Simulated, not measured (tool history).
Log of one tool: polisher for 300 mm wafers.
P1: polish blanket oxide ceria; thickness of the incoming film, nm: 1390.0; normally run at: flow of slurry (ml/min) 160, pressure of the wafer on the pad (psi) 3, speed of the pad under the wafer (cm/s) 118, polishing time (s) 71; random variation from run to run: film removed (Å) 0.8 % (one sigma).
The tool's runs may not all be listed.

run	hour	flow of slurry (ml/min)	pressure of the wafer on the pad (psi)	speed of the pad under the wafer (cm/s)	polishing time (s)	wafers polished on this pad	hours since the slurry nozzle was cleaned	hours since the head pressure was calibrated	film removed (Å)
1	5.3	160	3	118	71	285	120.3	538.2	3695.9
2	10.4	160	4.2	118	71	336	125.4	543.3	5223.9
3	13.5	160	3	118	71	367	128.5	546.4	3765.2
4	16.8	160	3	188	71	400	131.8	549.7	5856.2
5	19.7	160	3	118	71	429	134.7	552.6	3701.4
6	24.1	160	4.5	160	71	473	139.1	557	7548.4
7	28.2	160	1.9	118	71	514	143.2	561.1	2301.1
8	32.7	95	3	118	71	559	147.7	565.6	3334.6
9	35.7	160	3	118	71	590	150.7	568.6	3696.2
10	38.6	220	3	118	71	619	153.6	571.5	3897.2
11	40.9	160	3	118	95	642	155.9	573.8	5021.3
12	45	160	3	118	71	683	160	577.9	3713.3
13	49.5	160	3	82	71	728	164.5	582.4	2597.4
14	53.7	160	3	118	71	770	168.7	586.6	3668.6
15	57.8	160	3	118	71	811	172.8	590.7	3749.1
16	63	160	3	118	40	863	178	595.9	2075.4
17	66.4	160	3	118	71	897	181.4	599.3	3724.4
18	70.9	160	3	118	71	942	185.9	603.8	3564.5
19	76.2	160	3	118	71	995	191.2	609.1	3482.3
20	78.6	160	3	118	71	1019	193.6	611.5	3462.8
21	81.3	160	3	118	71	1046	196.3	614.2	3435.7
22	84.3	160	3	118	71	1077	199.3	617.2	3451.1
23	88.4	160	3	118	71	1118	203.4	621.3	3417.2

The next listed run, before its measurement:
# hour 91: worn pad replaced by a new one
24	91.4	160	3	118	71	4	206.4	624.3	?

film removed (Å): 3398

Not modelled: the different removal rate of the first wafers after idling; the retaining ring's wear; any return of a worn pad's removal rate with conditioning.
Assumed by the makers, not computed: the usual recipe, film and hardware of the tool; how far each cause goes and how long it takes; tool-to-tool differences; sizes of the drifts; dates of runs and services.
